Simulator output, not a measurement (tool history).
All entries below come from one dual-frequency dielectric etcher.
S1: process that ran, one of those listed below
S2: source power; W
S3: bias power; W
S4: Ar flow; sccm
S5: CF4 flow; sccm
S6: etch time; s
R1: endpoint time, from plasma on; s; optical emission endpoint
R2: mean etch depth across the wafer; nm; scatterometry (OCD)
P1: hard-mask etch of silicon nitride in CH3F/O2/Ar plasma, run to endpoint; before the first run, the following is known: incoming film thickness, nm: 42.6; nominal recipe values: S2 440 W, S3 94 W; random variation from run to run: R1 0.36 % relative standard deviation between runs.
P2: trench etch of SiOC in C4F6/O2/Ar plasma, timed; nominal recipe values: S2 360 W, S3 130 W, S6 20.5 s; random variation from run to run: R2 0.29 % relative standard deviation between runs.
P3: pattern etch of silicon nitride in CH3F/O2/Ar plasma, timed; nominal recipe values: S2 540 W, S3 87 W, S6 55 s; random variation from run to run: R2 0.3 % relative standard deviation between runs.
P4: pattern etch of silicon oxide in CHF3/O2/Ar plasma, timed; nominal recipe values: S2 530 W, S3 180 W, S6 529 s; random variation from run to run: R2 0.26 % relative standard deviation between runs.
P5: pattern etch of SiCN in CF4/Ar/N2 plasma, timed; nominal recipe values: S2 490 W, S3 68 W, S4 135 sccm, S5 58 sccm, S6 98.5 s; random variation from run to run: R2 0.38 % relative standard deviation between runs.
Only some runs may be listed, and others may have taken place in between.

run   hour  S1   S2   S3   S4  S5     S6      R1      R2
  1   17.1  P1  440   94                  53.221
  2   28.5  P1  270   94                   63.23
  3   44.7  P1  360  129                  50.182
  4   52.8  P5  350   68  135  58   98.5          60.858
  5   65.7  P3  540   87              55          44.363
  6   79.6  P2  360   79            20.5          31.699
  7   98.4  P3  540   54              55          37.736
  8  115.7  P5  490   68   84  58   98.5          87.277
  9  130.3  P1  440   94                  52.905
     133.3  -- bias power generator calibrated
 10    143  P1  440   94                   52.75
 11  159.8  P3  540   87              39          31.376
 12  176.1  P5  490   68  135  58   98.5          81.359
     181.6  -- source power generator calibrated
 13  184.3  P5  490   68  135  58     68          56.555
 14  192.5  P2  360  130            20.5          36.213
 15  202.5  P1  320   74                  64.799
 16    213  P4  530  246             529          1129.8
 17  230.7  P4  530  180             529          1014.5
 18  247.3  P4  530  180           346.5           664.9
 19  257.4  P1  440  117                  48.568
 20  271.2  P2  460  130            20.5           40.02

Run 21 comes next. What will it give?
 21   281  P1  520  94               ?

Run 21 gave R1 49.742 s.
